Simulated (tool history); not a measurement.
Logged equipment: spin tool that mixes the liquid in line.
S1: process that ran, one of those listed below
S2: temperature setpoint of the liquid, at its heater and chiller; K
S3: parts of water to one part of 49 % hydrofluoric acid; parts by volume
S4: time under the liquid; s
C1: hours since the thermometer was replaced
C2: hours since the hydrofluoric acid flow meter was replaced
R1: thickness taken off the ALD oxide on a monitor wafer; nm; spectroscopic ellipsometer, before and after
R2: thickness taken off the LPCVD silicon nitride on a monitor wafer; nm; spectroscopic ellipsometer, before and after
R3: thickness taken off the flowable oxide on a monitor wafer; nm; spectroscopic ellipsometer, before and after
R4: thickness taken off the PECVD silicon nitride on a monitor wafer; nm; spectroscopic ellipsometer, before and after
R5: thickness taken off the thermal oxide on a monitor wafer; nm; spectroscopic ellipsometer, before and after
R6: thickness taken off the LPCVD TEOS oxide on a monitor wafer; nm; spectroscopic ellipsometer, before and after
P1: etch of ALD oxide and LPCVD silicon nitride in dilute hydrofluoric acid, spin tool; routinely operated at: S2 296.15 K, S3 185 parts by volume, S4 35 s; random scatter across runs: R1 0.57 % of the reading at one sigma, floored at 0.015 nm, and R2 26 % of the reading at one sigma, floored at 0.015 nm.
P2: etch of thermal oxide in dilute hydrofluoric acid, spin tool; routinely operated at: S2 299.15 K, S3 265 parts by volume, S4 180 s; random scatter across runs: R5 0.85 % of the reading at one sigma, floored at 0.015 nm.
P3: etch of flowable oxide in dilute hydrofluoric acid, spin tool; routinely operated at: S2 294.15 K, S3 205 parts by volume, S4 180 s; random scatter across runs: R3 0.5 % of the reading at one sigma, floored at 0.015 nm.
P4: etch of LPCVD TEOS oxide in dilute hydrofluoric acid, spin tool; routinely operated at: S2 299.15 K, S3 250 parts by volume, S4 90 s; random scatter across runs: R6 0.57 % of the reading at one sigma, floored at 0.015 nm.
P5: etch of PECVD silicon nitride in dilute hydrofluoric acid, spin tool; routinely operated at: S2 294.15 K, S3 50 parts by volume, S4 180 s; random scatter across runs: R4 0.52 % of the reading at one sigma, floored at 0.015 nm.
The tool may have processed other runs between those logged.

Run 1, hour 5.6: S1 P1, S2 296.15 K, S3 185 parts by volume, S4 35 s; C1 462.0; C2 1229.3. Result: R1 4.4740 nm, R2 6.8627e-2 nm.
Run 2, hour 11.8: S1 P1, S2 301.65 K, S3 185 parts by volume, S4 35 s; C1 468.2; C2 1235.5. Result: R1 5.4951 nm, R2 1.3252e-1 nm.
Run 3, hour 16.5: S1 P3, S2 294.15 K, S3 205 parts by volume, S4 180 s; C1 472.9; C2 1240.2. Result: R3 27.905 nm.
Run 4, hour 25.2: S1 P5, S2 290.15 K, S3 50 parts by volume, S4 180 s; C1 481.6; C2 1248.9. Result: R4 12.0410 nm.
Run 5, hour 31.6: S1 P1, S2 296.15 K, S3 185 parts by volume, S4 15 s; C1 488.0; C2 1255.3. Result: R1 1.9381 nm, R2 1.8387e-2 nm.
Run 6, hour 36.9: S1 P3, S2 294.15 K, S3 110 parts by volume, S4 180 s; C1 493.3; C2 1260.6. Result: R3 57.527 nm.
Run 7, hour 43.6: S1 P1, S2 296.15 K, S3 185 parts by volume, S4 35 s; C1 500.0; C2 1267.3. Result: R1 4.4977 nm, R2 9.1982e-2 nm.
Run 8, hour 48.0: S1 P1, S2 296.15 K, S3 185 parts by volume, S4 55 s; C1 504.4; C2 1271.7. Result: R1 7.0185 nm, R2 1.7275e-1 nm.
Run 9, hour 51.8: S1 P2, S2 294.15 K, S3 265 parts by volume, S4 180 s; C1 508.2; C2 1275.5. Result: R5 2.45560 nm.
Run 10, hour 59.9: S1 P1, S2 296.15 K, S3 185 parts by volume, S4 35 s; C1 516.3; C2 1283.6. Result: R1 4.4814 nm, R2 8.4323e-2 nm.
Run 11, hour 66.5: S1 P1, S2 296.15 K, S3 185 parts by volume, S4 35 s; C1 522.9; C2 1290.2. Result: R1 4.5094 nm, R2 1.216e-1 nm.
Run 12, hour 75.1: S1 P1, S2 290.15 K, S3 185 parts by volume, S4 15 s; C1 531.5; C2 1298.8. Result: R1 1.5235 nm, R2 3.0208e-2 nm.
Run 13, hour 83.1: S1 P4, S2 304.15 K, S3 250 parts by volume, S4 90 s; C1 539.5; C2 1306.8. Result: R6 6.6110 nm.
Run 14, hour 87.2: S1 P4, S2 299.15 K, S3 250 parts by volume, S4 145 s; C1 543.6; C2 1310.9. Result: R6 8.9728 nm.
Run 15, hour 92.3: S1 P2, S2 299.15 K, S3 265 parts by volume, S4 180 s; C1 548.7; C2 1316.0. Result: R5 2.94280 nm.
Run 16, hour 97.0: S1 P5, S2 294.15 K, S3 20 parts by volume, S4 180 s; C1 553.4; C2 1320.7. Result: R4 38.3960 nm.
Run 17, hour 100.9: S1 P4, S2 299.15 K, S3 415 parts by volume, S4 90 s; C1 557.3; C2 1324.6. Result: R6 2.8377 nm.
Run 18, hour 109.2: S1 P5, S2 294.15 K, S3 50 parts by volume, S4 30 s; C1 565.6; C2 1332.9. Result: R4 2.6187 nm.
Run 19, hour 116.2: S1 P1, S2 296.15 K, S3 45 parts by volume, S4 35 s; C1 572.6; C2 1339.9. Result: R1 21.8560 nm, R2 1.8522e-1 nm.
Run 20, hour 121.7: S1 P1, S2 296.15 K, S3 300 parts by volume, S4 35 s; C1 578.1; C2 1345.4. Result: R1 2.4512 nm, R2 1.411e-2 nm.
Run 21, hour 129.9: S1 P3, S2 294.15 K, S3 205 parts by volume, S4 310 s; C1 586.3; C2 1353.6. Result: R3 47.815 nm.
Run 22, hour 135.3: S1 P1, S2 292.15 K, S3 185 parts by volume, S4 50 s; C1 591.7; C2 1359.0. Result: R1 5.4515 nm, R2 9.8544e-2 nm.
Run 23, hour 141.8: S1 P5, S2 294.15 K, S3 50 parts by volume, S4 180 s; C1 598.2; C2 1365.5. Result: R4 15.8000 nm.
Run 24, hour 146.3: S1 P2, S2 299.15 K, S3 265 parts by volume, S4 15 s; C1 602.7; C2 1370.0. Result: R5 0.28092 nm.
Run 25, hour 154.6: S1 P4, S2 299.15 K, S3 250 parts by volume, S4 90 s; C1 611.0; C2 1378.3. Result: R6 5.6418 nm.
Run 26, hour 159.5: S1 P2, S2 299.15 K, S3 115 parts by volume, S4 180 s; C1 615.9; C2 1383.2. Result: R5 7.94620 nm.
Run 27, hour 166.0: S1 P1, S2 290.15 K, S3 185 parts by volume, S4 35 s; C1 622.4; C2 1389.7. Result: R1 3.5096 nm, R2 3.9773e-2 nm.
Run 28, hour 173.1: S1 P3, S2 290.15 K, S3 205 parts by volume, S4 180 s; C1 629.5; C2 1396.8. Result: R3 23.628 nm.
Run 29, hour 178.7: S1 P3, S2 294.15 K, S3 205 parts by volume, S4 180 s; C1 635.1; C2 1402.4. Result: R3 27.694 nm.
Run 30, hour 185.9: S1 P1, S2 296.15 K, S3 185 parts by volume, S4 35 s; C1 642.3; C2 1409.6. Result: R1 4.5339 nm, R2 7.5169e-2 nm.
Run 31, hour 190.6: S1 P1, S2 296.15 K, S3 185 parts by volume, S4 35 s; C1 647.0; C2 1414.3. Result: R1 4.3807 nm, R2 8.4172e-2 nm.
Run 32, hour 195.1: S1 P1, S2 296.15 K, S3 185 parts by volume, S4 35 s; C1 651.5; C2 1418.8. Result: R1 4.2989 nm, R2 6.6713e-2 nm.
Run 33, hour 202.2: S1 P1, S2 296.15 K, S3 185 parts by volume, S4 35 s; C1 658.6; C2 1425.9. Result: R1 4.2449 nm, R2 8.7152e-3 nm.
Run 34, hour 209.2: S1 P1, S2 296.15 K, S3 185 parts by volume, S4 35 s; C1 665.6; C2 1432.9. Result: R1 4.2506 nm, R2 6.3477e-2 nm.
Run 35, hour 215.6: S1 P1, S2 296.15 K, S3 185 parts by volume, S4 35 s; C1 672.0; C2 1439.3. Result: R1 4.1923 nm, R2 8.0511e-2 nm.
Run 36, hour 223.0: S1 P1, S2 296.15 K, S3 185 parts by volume, S4 35 s; C1 679.4; C2 1446.7. Result: R1 4.1756 nm, R2 9.6201e-2 nm.
Run 37, hour 228.6: S1 P1, S2 296.15 K, S3 185 parts by volume, S4 35 s; C1 685.0; C2 1452.3. Result: R1 4.1716 nm, R2 6.623e-2 nm.
Run 38, hour 236.3: S1 P1, S2 296.15 K, S3 185 parts by volume, S4 35 s; C1 692.7; C2 1460.0. Result: R1 4.1709 nm, R2 9.4289e-2 nm.

What P1 gives has crept away from where it was. These 2 causes fit the log equally well, each at the size given:
A: liquid colder than its thermometer reads (K) = 1.96
B: hydrofluoric acid flow below the setpoint (%) = 6
At approximately hour 185.9, the process output began to creep.

4 check runs are offered, one wafer each, their results left as question marks. Which one tells the causes apart?
Run check 1, hour 244.0: S1 P5, S2 294.15 K, S3 50 parts by volume, S4 180 s. Result: R4 ?.
Run check 2, hour 244.0: S1 P2, S2 299.15 K, S3 265 parts by volume, S4 180 s. Result: R5 ?.
Run check 3, hour 244.0: S1 P3, S2 294.15 K, S3 205 parts by volume, S4 180 s. Result: R3 ?.
Run check 4, hour 244.0: S1 P4, S2 299.15 K, S3 250 parts by volume, S4 90 s. Result: R6 ?.

What every check run would give for each of its results, assuming each possible cause in turn:
  check  result     if A     if B
check 1      R4  13.8600  14.9530
check 2      R5  2.72000  2.69090
check 3      R3   25.746   25.760
check 4      R6   5.2161   5.1672
Distance between the nearest two causes, measured in the result of the check that separates them most: check 1 7.59 %; check 2 1.08 %; check 3 0.06 %; check 4 0.94 %
Of the check runs offered, only check 1 discriminates between the causes; the rest would read about the same regardless of which cause applies.

With check 1 done, the readings were: R4 14.9930 nm. Identify which of the listed causes applies.

The correct cause is B, namely: hydrofluoric acid flow below the setpoint (%).

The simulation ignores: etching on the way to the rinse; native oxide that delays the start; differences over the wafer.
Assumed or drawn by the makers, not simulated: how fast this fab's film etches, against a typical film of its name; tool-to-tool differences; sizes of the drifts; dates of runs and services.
